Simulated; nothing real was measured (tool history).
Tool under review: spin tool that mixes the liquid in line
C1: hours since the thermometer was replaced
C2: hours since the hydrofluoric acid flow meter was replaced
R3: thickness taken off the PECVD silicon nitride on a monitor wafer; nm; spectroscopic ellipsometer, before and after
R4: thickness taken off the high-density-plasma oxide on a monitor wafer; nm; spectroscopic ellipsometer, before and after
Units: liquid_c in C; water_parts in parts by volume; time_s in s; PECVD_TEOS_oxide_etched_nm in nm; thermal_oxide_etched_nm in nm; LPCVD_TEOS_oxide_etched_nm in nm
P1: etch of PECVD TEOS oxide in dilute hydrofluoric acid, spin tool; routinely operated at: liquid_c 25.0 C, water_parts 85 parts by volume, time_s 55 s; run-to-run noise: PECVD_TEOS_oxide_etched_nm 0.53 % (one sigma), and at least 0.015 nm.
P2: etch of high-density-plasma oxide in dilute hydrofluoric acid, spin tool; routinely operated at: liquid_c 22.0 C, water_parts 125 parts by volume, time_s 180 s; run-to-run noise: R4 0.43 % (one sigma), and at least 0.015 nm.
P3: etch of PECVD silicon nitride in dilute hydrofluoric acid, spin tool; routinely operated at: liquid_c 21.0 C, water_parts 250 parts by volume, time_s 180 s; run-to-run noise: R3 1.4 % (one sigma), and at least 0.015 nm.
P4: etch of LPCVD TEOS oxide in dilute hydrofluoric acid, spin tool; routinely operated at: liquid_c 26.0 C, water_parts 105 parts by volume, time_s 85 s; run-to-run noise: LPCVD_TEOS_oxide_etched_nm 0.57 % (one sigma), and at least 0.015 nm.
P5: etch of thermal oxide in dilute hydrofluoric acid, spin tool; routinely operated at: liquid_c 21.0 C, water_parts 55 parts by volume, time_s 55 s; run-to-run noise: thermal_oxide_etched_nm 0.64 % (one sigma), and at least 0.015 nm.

{"run": 1, "hour": 7.6, "process": "P1", "liquid_c": 25.0, "water_parts": 85, "time_s": 55, "C1": 980.4, "C2": 964.7, "PECVD_TEOS_oxide_etched_nm": 11.875}
{"run": 2, "hour": 18.9, "process": "P1", "liquid_c": 25.0, "water_parts": 85, "time_s": 55, "C1": 991.7, "C2": 976.0, "PECVD_TEOS_oxide_etched_nm": 11.757}
{"run": 3, "hour": 32.1, "process": "P5", "liquid_c": 21.0, "water_parts": 55, "time_s": 55, "C1": 1004.9, "C2": 989.2, "thermal_oxide_etched_nm": 4.3028}
{"run": 4, "hour": 46.6, "process": "P1", "liquid_c": 25.0, "water_parts": 85, "time_s": 15, "C1": 1019.4, "C2": 1003.7, "PECVD_TEOS_oxide_etched_nm": 3.2272}
{"run": 5, "hour": 57.3, "process": "P1", "liquid_c": 25.0, "water_parts": 85, "time_s": 100, "C1": 1030.1, "C2": 1014.4, "PECVD_TEOS_oxide_etched_nm": 21.422}
{"run": 6, "hour": 69.8, "process": "P3", "liquid_c": 21.0, "water_parts": 250, "time_s": 320, "C1": 1042.6, "C2": 1026.9, "R3": 3.6857}
{"run": 7, "hour": 78.4, "process": "P1", "liquid_c": 25.0, "water_parts": 85, "time_s": 55, "C1": 1051.2, "C2": 1035.5, "PECVD_TEOS_oxide_etched_nm": 11.772}
{"run": 8, "hour": 87.6, "process": "P3", "liquid_c": 21.0, "water_parts": 435, "time_s": 180, "C1": 1060.4, "C2": 1044.7, "R3": 1.1869}
{"run": 9, "hour": 101.8, "process": "P2", "liquid_c": 22.0, "water_parts": 125, "time_s": 65, "C1": 1074.6, "C2": 1058.9, "R4": 4.5272}
{"run": 10, "hour": 112.6, "process": "P1", "liquid_c": 25.0, "water_parts": 25, "time_s": 55, "C1": 1085.4, "C2": 1069.7, "PECVD_TEOS_oxide_etched_nm": 43.498}
{"run": 11, "hour": 127.0, "process": "P1", "liquid_c": 25.0, "water_parts": 85, "time_s": 55, "C1": 1099.8, "C2": 1084.1, "PECVD_TEOS_oxide_etched_nm": 11.793}
{"run": 12, "hour": 137.4, "process": "P1", "liquid_c": 21.5, "water_parts": 85, "time_s": 55, "C1": 1110.2, "C2": 1094.5, "PECVD_TEOS_oxide_etched_nm": 10.208}
{"run": 13, "hour": 152.6, "process": "P2", "liquid_c": 26.5, "water_parts": 125, "time_s": 180, "C1": 1125.4, "C2": 1109.7, "R4": 15.03}
{"run": 14, "hour": 164.5, "process": "P2", "liquid_c": 22.0, "water_parts": 125, "time_s": 180, "C1": 1137.3, "C2": 1121.6, "R4": 12.798}
{"run": 15, "hour": 178.4, "process": "P5", "liquid_c": 21.0, "water_parts": 55, "time_s": 15, "C1": 1151.2, "C2": 1135.5, "thermal_oxide_etched_nm": 1.1589}
{"run": 16, "hour": 190.6, "process": "P5", "liquid_c": 17.0, "water_parts": 55, "time_s": 55, "C1": 1163.4, "C2": 1147.7, "thermal_oxide_etched_nm": 3.6533}
{"run": 17, "hour": 199.5, "process": "P4", "liquid_c": 26.0, "water_parts": 105, "time_s": 40, "C1": 1172.3, "C2": 1156.6, "LPCVD_TEOS_oxide_etched_nm": 16.687}
{"run": 18, "hour": 206.4, "process": "P1", "liquid_c": 19.0, "water_parts": 35, "time_s": 55, "C1": 1179.2, "C2": 1163.5, "PECVD_TEOS_oxide_etched_nm": 23.742}
{"run": 19, "hour": 219.7, "process": "P1", "liquid_c": 25.0, "water_parts": 120, "time_s": 55, "C1": 1192.5, "C2": 1176.8, "PECVD_TEOS_oxide_etched_nm": 7.9385}
{"run": 20, "hour": 233.3, "process": "P4", "liquid_c": 26.0, "water_parts": 105, "time_s": 85, "C1": 1206.1, "C2": 1190.4, "LPCVD_TEOS_oxide_etched_nm": 35.515}
{"hour": 239.5, "done": "hydrofluoric acid flow meter replaced"}
{"run": 21, "hour": 246.8, "process": "P1", "liquid_c": 32.5, "water_parts": 85, "time_s": 55, "C1": 1219.6, "C2": 7.3, "PECVD_TEOS_oxide_etched_nm": 15.945}
{"run": 22, "hour": 253.8, "process": "P1", "liquid_c": 25.0, "water_parts": 135, "time_s": 25, "C1": 1226.6, "C2": 14.3, "PECVD_TEOS_oxide_etched_nm": 3.1825}
{"run": 23, "hour": 265.3, "process": "P1", "liquid_c": 25.0, "water_parts": 30, "time_s": 15, "C1": 1238.1, "C2": 25.8, "PECVD_TEOS_oxide_etched_nm": 9.774}
{"run": 24, "hour": 273.7, "process": "P2", "liquid_c": 22.0, "water_parts": 45, "time_s": 180, "C1": 1246.5, "C2": 34.2, "R4": 38.886}
{"run": 25, "hour": 286.2, "process": "P1", "liquid_c": 25.0, "water_parts": 85, "time_s": 55, "C1": 1259.0, "C2": 46.7, "PECVD_TEOS_oxide_etched_nm": 11.906}
{"run": 26, "hour": 295.6, "process": "P2", "liquid_c": 22.0, "water_parts": 125, "time_s": 180, "C1": 1268.4, "C2": 56.1, "R4": 12.643}
{"run": 27, "hour": 304.2, "process": "P3", "liquid_c": 17.0, "water_parts": 250, "time_s": 180, "C1": 1277.0, "C2": 64.7, "R3": 1.624}
{"run": 28, "hour": 312.3, "process": "P3", "liquid_c": 21.0, "water_parts": 250, "time_s": 180, "C1": 1285.1, "C2": 72.8, "R3": 2.0317}
{"run": 29, "hour": 321.5, "process": "P4", "liquid_c": 26.0, "water_parts": 185, "time_s": 85, "C1": 1294.3, "C2": 82.0, "LPCVD_TEOS_oxide_etched_nm": 18.51}
{"run": 30, "hour": 336.9, "process": "P5", "liquid_c": 21.0, "water_parts": 100, "time_s": 55, "C1": 1309.7, "C2": 97.4, "thermal_oxide_etched_nm": 2.2471}
{"run": 31, "hour": 348.7, "process": "P4", "liquid_c": 19.0, "water_parts": 105, "time_s": 85, "C1": 1321.5, "C2": 109.2, "LPCVD_TEOS_oxide_etched_nm": 27.115}
{"run": 32, "hour": 356.7, "process": "P1", "liquid_c": 25.0, "water_parts": 85, "time_s": 55, "C1": 1329.5, "C2": 117.2, "PECVD_TEOS_oxide_etched_nm": 11.87}
{"run": 33, "hour": 366.9, "process": "P1", "liquid_c": 25.0, "water_parts": 85, "time_s": 55, "C1": 1339.7, "C2": 127.4, "PECVD_TEOS_oxide_etched_nm": 11.823}
{"run": 34, "hour": 377.9, "process": "P1", "liquid_c": 25.0, "water_parts": 85, "time_s": 55, "C1": 1350.7, "C2": 138.4, "PECVD_TEOS_oxide_etched_nm": 11.374}
{"run": 35, "hour": 388.6, "process": "P1", "liquid_c": 25.0, "water_parts": 85, "time_s": 55, "C1": 1361.4, "C2": 149.1, "PECVD_TEOS_oxide_etched_nm": 11.133}
{"run": 36, "hour": 401.1, "process": "P1", "liquid_c": 25.0, "water_parts": 85, "time_s": 55, "C1": 1373.9, "C2": 161.6, "PECVD_TEOS_oxide_etched_nm": 11.072}
{"run": 37, "hour": 410.5, "process": "P1", "liquid_c": 25.0, "water_parts": 85, "time_s": 55, "C1": 1383.3, "C2": 171.0, "PECVD_TEOS_oxide_etched_nm": 11.02}
{"run": 38, "hour": 418.2, "process": "P1", "liquid_c": 25.0, "water_parts": 85, "time_s": 55, "C1": 1391.0, "C2": 178.7, "PECVD_TEOS_oxide_etched_nm": 10.942}
{"run": 39, "hour": 433.9, "process": "P1", "liquid_c": 25.0, "water_parts": 85, "time_s": 55, "C1": 1406.7, "C2": 194.4, "PECVD_TEOS_oxide_etched_nm": 10.895}

Something has made what P1 gives creep away from where it was; the 2 causes below, each at its own stated size, fit the log equally well:
A: liquid colder than its thermometer reads (K) = 1.9
B: hydrofluoric acid flow below the setpoint (%) = 6.58
The gradual shift began around hour 366.9.

Each of the check runs listed below is run on 5 wafers and reports their average, with the results left as question marks. Pick the one under which the possible causes would lead to clearly different results.
{"run": "check 1", "hour": 449.6, "process": "P5", "liquid_c": 21.0, "water_parts": 55, "time_s": 55, "thermal_oxide_etched_nm": "?"}
{"run": "check 2", "hour": 449.6, "process": "P4", "liquid_c": 26.0, "water_parts": 105, "time_s": 85, "LPCVD_TEOS_oxide_etched_nm": "?"}
{"run": "check 3", "hour": 449.6, "process": "P3", "liquid_c": 21.0, "water_parts": 250, "time_s": 180, "R3": "?"}
{"run": "check 4", "hour": 449.6, "process": "P2", "liquid_c": 22.0, "water_parts": 125, "time_s": 180, "R4": "?"}

Check results expected under each cause:
check=check_1 result=thermal_oxide_etched_nm if_A=3.9783 if_B=4.0089
check=check_2 result=LPCVD_TEOS_oxide_etched_nm if_A=33.263 if_B=33.156
check=check_3 result=R3 if_A=1.8065 if_B=1.9110
check=check_4 result=R4 if_A=11.7300 if_B=11.7080
Smallest distance between any two causes, each pair judged by its most separating result, in per cent: check 1 0.77 %; check 2 0.32 %; check 3 5.63 %; check 4 0.19 %
Only in check 3 would the causes give clearly different results; in the remaining checks their results would be nearly the same.

Then check 3 was run and gave: R3 1.9163 nm. Which cause is it?

It was cause B: hydrofluoric acid flow below the setpoint (%).
